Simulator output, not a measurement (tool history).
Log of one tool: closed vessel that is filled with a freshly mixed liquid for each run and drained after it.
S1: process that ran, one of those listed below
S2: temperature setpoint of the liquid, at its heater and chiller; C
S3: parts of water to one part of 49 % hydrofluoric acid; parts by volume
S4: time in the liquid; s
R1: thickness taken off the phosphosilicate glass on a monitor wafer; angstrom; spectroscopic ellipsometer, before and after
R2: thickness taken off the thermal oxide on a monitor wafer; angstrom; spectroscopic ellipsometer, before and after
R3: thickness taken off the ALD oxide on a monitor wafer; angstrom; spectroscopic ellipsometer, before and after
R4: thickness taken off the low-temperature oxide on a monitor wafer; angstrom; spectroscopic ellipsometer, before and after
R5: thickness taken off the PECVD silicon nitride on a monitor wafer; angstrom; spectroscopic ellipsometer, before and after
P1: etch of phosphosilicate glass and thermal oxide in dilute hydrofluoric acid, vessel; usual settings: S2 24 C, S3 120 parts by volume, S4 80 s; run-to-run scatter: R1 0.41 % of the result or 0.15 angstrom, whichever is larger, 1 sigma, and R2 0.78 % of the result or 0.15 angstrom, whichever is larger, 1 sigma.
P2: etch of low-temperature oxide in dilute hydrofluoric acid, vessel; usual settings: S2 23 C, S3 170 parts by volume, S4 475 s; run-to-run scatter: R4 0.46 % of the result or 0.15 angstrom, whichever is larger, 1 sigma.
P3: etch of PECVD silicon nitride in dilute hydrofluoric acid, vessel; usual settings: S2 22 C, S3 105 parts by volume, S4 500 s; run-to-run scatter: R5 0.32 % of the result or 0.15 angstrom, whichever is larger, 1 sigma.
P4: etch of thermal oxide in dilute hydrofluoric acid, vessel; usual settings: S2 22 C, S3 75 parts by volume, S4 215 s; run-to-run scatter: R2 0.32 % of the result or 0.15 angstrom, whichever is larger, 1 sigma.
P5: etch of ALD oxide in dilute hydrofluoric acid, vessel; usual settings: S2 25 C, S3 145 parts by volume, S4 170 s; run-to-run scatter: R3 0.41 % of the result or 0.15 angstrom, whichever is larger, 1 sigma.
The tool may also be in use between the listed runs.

run,hour,S1,S2,S3,S4,R1,R2,R3,R4,R5
1,10.2,P1,24,120,80,382.97,29.445,,,
2,21.3,P4,28.5,75,215,,171.47,,,
3,32.1,P5,25,145,170,,,113.01,,
4,41.4,P2,17.5,170,475,,,,493.85,
5,48.3,P1,24,180,80,238.11,18.83,,,
6,58,P1,24,120,30,142.86,10.928,,,
7,64,P1,30.5,65,80,985.47,74.951,,,
8,72,P1,24,120,135,646.85,50.001,,,
9,81.4,P4,22,135,215,,68.769,,,
10,88.9,P3,22,40,500,,,,,461.69
11,97.6,P2,23,170,475,,,,606.79,
12,106,P3,17,105,500,,,,,127.65
13,115.8,P1,24,70,80,699.03,54.466,,,
# hour 128.5: hydrofluoric acid flow meter replaced
14,129.2,P2,23,170,800,,,,1026.8,
15,135.5,P1,28.5,45,80,1353.9,105.52,,,
16,148.7,P5,25,145,30,,,19.907,,
17,159.7,P1,24,120,80,385.74,29.405,,,
18,166.6,P1,24,120,80,382.33,29.809,,,
19,177.1,P1,19.5,120,80,319.29,24.763,,,
20,190.8,P3,22,105,180,,,,,65.075
21,203.1,P3,22,105,500,,,,,179.43
22,213.8,P5,25,235,170,,,63.913,,
23,224.6,P1,32,120,80,516.25,39.636,,,
24,230.5,P4,22,75,215,,132.31,,,
25,242.4,P4,22,75,30,,18.562,,,
26,252.7,P1,24,55,40,449.41,34.969,,,
27,264.3,P5,25,145,170,,,113.84,,
28,270.3,P2,23,95,475,,,,1182.9,
29,276.4,P1,24,120,80,383.04,30.039,,,
30,286.1,P2,23,170,475,,,,604.07,
31,292.2,P1,24,120,80,384.79,29.772,,,
32,305.3,P4,22,75,215,,133.34,,,
33,316.8,P1,24,120,80,381.51,29.884,,,
34,329.7,P5,18,145,170,,,86.837,,
35,340.1,P1,24,120,80,383.35,29.81,,,
36,350.6,P1,24,120,80,368.63,27.881,,,
37,361.4,P1,24,120,80,358.04,28.018,,,
38,370.4,P1,24,120,80,355.7,27.144,,,
39,381.3,P1,24,120,80,353.52,27.354,,,
40,389.8,P1,24,120,80,353.99,26.889,,,
41,403.4,P1,24,120,80,354.02,27.123,,,

What P1 gives has crept away from where it was. These 2 causes fit the log equally well, each at the size given:
A: hydrofluoric acid flow below the setpoint (%) = 7.04
B: liquid colder than its thermometer reads (K) = 2.13
The creep began at about hour 340.1.

4 check runs are offered, one wafer each, their results left as question marks. Which one tells the causes apart?
check 1,417,P4,22,75,215,,?,,,
check 2,417,P5,25,145,170,,,?,,
check 3,417,P2,23,170,475,,,,?,
check 4,417,P3,22,105,500,,,,,?

What each check would give under each cause:
check,result,if A,if B
check 1,R2,122.07,121.06
check 2,R3,104.58,105.01
check 3,R4,557.72,560.41
check 4,R5,167.51,155.88
How far apart the two closest causes lie, in the result that separates them most: check 1 0.83 %; check 2 0.41 %; check 3 0.48 %; check 4 7.2 %
Check 4 tells the causes apart: in the others they would give nearly the same result.

Check 4 was then run and gave: R5 155.82 angstrom. Which cause is it?

It is B: liquid colder than its thermometer reads (K).

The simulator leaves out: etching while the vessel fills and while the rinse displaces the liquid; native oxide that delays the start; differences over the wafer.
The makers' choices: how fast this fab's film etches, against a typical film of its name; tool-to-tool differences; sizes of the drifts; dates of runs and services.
